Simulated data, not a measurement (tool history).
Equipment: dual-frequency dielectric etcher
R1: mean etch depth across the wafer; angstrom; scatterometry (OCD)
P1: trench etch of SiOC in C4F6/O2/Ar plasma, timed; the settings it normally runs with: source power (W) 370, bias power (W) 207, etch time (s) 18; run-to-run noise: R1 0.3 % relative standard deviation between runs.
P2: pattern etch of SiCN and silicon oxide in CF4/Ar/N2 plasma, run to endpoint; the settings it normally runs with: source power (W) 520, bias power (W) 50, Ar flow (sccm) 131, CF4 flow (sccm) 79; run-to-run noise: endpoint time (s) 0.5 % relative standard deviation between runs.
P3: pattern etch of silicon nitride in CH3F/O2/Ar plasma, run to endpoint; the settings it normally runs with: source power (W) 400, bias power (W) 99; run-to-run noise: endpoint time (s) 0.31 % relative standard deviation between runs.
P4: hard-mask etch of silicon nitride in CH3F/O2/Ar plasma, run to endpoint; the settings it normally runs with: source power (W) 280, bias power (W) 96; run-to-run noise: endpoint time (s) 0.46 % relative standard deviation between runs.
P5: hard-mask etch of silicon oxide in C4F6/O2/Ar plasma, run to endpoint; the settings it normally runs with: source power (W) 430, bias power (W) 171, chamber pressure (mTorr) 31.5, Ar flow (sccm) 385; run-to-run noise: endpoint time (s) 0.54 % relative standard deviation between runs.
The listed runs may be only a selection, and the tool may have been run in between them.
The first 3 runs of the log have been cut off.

Run 4, hour 17.4: process that ran P2, source power (W) 520, bias power (W) 63, Ar flow (sccm) 131, CF4 flow (sccm) 79. Result: endpoint time (s) 10.633.
Run 5, hour 22.1: process that ran P1, source power (W) 440, bias power (W) 207, etch time (s) 18. Result: R1 387.48 angstrom.
Run 6, hour 26.7: process that ran P5, source power (W) 430, bias power (W) 171, Ar flow (sccm) 385, chamber pressure (mTorr) 31.5. Result: endpoint time (s) 104.820.
Run 7, hour 29.3: process that ran P4, source power (W) 280, bias power (W) 96. Result: endpoint time (s) 47.061.
Run 8, hour 32.3: process that ran P1, source power (W) 370, bias power (W) 207, etch time (s) 18. Result: R1 362.41 angstrom.
Run 9, hour 35.5: process that ran P4, source power (W) 280, bias power (W) 78. Result: endpoint time (s) 50.964.
Run 10, hour 38.8: process that ran P1, source power (W) 280, bias power (W) 128, etch time (s) 18. Result: R1 278.80 angstrom.
Run 11, hour 42.7: process that ran P1, source power (W) 370, bias power (W) 161, etch time (s) 25. Result: R1 464.93 angstrom.
Run 12, hour 45.2: process that ran P1, source power (W) 370, bias power (W) 279, etch time (s) 18. Result: R1 401.43 angstrom.
Run 13, hour 50.4: process that ran P2, source power (W) 520, bias power (W) 50, Ar flow (sccm) 80, CF4 flow (sccm) 79. Result: endpoint time (s) 10.649.
Run 14, hour 53.8: process that ran P3, source power (W) 400, bias power (W) 122. Result: endpoint time (s) 33.078.
Run 15, hour 58.2: process that ran P2, source power (W) 520, bias power (W) 50, Ar flow (sccm) 131, CF4 flow (sccm) 79. Result: endpoint time (s) 11.446.
Run 16, hour 62.1: process that ran P3, source power (W) 400, bias power (W) 99. Result: endpoint time (s) 35.768.
At hour 62.3: source power generator calibrated.
Run 17, hour 66.3: process that ran P3, source power (W) 400, bias power (W) 99. Result: endpoint time (s) 35.850.
Run 18, hour 68.8: process that ran P5, source power (W) 430, bias power (W) 171, Ar flow (sccm) 385, chamber pressure (mTorr) 25.0. Result: endpoint time (s) 102.460.
Run 19, hour 72.2: process that ran P5, source power (W) 430, bias power (W) 135, Ar flow (sccm) 385, chamber pressure (mTorr) 31.5. Result: endpoint time (s) 112.580.
Run 20, hour 76.3: process that ran P2, source power (W) 350, bias power (W) 50, Ar flow (sccm) 131, CF4 flow (sccm) 79. Result: endpoint time (s) 16.351.
Run 21, hour 80.5: process that ran P5, source power (W) 560, bias power (W) 171, Ar flow (sccm) 385, chamber pressure (mTorr) 31.5. Result: endpoint time (s) 95.717.
Run 22, hour 83.7: process that ran P4, source power (W) 280, bias power (W) 96. Result: endpoint time (s) 47.393.
Run 23, hour 88.8: process that ran P1, source power (W) 370, bias power (W) 207, etch time (s) 18. Result: R1 363.22 angstrom.

What does the tool deliver on the next run?
Run 24, hour 94.3: process that ran P1, source power (W) 370, bias power (W) 207, etch time (s) 18. Result: R1 ?.

For run 24 the tool returned R1 362.54 angstrom.

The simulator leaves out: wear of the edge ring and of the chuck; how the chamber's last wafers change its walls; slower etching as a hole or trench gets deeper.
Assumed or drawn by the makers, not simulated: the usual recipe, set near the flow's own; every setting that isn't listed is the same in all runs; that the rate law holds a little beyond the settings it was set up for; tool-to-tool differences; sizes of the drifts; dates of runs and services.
